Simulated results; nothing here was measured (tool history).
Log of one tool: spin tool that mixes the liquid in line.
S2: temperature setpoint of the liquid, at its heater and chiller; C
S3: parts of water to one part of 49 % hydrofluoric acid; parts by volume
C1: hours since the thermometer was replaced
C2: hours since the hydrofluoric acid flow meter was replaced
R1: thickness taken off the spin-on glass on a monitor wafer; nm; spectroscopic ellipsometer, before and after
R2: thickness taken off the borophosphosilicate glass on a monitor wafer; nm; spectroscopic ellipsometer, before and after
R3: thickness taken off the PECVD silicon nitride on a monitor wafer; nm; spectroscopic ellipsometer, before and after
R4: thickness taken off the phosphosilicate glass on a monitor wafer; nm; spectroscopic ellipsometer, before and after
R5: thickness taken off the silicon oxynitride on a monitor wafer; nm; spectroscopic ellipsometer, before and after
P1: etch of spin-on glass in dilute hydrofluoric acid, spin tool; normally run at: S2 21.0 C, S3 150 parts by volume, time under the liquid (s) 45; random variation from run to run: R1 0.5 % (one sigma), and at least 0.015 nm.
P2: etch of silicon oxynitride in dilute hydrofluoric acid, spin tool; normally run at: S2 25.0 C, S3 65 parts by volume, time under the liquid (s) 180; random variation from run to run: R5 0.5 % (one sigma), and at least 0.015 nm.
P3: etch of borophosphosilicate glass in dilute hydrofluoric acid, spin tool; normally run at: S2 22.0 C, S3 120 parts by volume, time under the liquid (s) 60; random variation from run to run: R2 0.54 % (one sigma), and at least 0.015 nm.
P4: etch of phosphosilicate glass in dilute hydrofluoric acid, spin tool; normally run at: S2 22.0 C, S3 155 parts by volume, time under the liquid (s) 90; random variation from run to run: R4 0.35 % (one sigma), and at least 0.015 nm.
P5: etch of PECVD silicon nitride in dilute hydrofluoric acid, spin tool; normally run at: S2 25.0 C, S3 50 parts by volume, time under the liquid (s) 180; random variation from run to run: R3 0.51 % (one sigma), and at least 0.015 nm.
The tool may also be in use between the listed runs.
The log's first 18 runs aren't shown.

run 19 hour=108.0 | process_that_ran=P5 S2=25.0 S3=50 time_under_the_liquid_(s)=180 | C1=2053.9 C2=340.5 | R3=21.0780
run 20 hour=115.2 | process_that_ran=P1 S2=21.0 S3=210 time_under_the_liquid_(s)=45 | C1=2061.1 C2=347.7 | R1=5.0111
run 21 hour=122.6 | process_that_ran=P1 S2=29.0 S3=150 time_under_the_liquid_(s)=70 | C1=2068.5 C2=355.1 | R1=15.5910
run 22 hour=128.7 | process_that_ran=P1 S2=21.0 S3=65 time_under_the_liquid_(s)=45 | C1=2074.6 C2=361.2 | R1=18.8730
run 23 hour=136.3 | process_that_ran=P2 S2=25.0 S3=65 time_under_the_liquid_(s)=180 | C1=2082.2 C2=368.8 | R5=4.53980
run 24 hour=142.5 | process_that_ran=P4 S2=29.0 S3=155 time_under_the_liquid_(s)=90 | C1=2088.4 C2=375.0 | R4=69.1730
run 25 hour=148.3 | process_that_ran=P1 S2=21.0 S3=150 time_under_the_liquid_(s)=45 | C1=2094.2 C2=380.8 | R1=7.4500
run 26 hour=154.7 | process_that_ran=P5 S2=25.0 S3=50 time_under_the_liquid_(s)=180 | C1=2100.6 C2=387.2 | R3=21.2030
run 27 hour=161.8 | process_that_ran=P4 S2=22.0 S3=155 time_under_the_liquid_(s)=15 | C1=2107.7 C2=394.3 | R4=8.8509
-- hour=165.4 hydrofluoric acid flow meter replaced
run 28 hour=167.5 | process_that_ran=P3 S2=22.0 S3=120 time_under_the_liquid_(s)=15 | C1=2113.4 C2=2.1 | R2=2.9812
run 29 hour=173.3 | process_that_ran=P2 S2=33.5 S3=65 time_under_the_liquid_(s)=180 | C1=2119.2 C2=7.9 | R5=6.69820
run 30 hour=180.6 | process_that_ran=P3 S2=22.0 S3=175 time_under_the_liquid_(s)=60 | C1=2126.5 C2=15.2 | R2=7.7157
run 31 hour=186.1 | process_that_ran=P1 S2=21.0 S3=150 time_under_the_liquid_(s)=45 | C1=2132.0 C2=20.7 | R1=7.4093
run 32 hour=191.3 | process_that_ran=P1 S2=21.0 S3=150 time_under_the_liquid_(s)=15 | C1=2137.2 C2=25.9 | R1=2.4650
run 33 hour=196.0 | process_that_ran=P1 S2=21.0 S3=150 time_under_the_liquid_(s)=45 | C1=2141.9 C2=30.6 | R1=7.4747

The next listed run, before its measurement:
run 34 hour=202.6 | process_that_ran=P1 S2=21.0 S3=150 time_under_the_liquid_(s)=45 | C1=2148.5 C2=37.2 | R1=?

{"run 34": {"R1": 7.2739}}
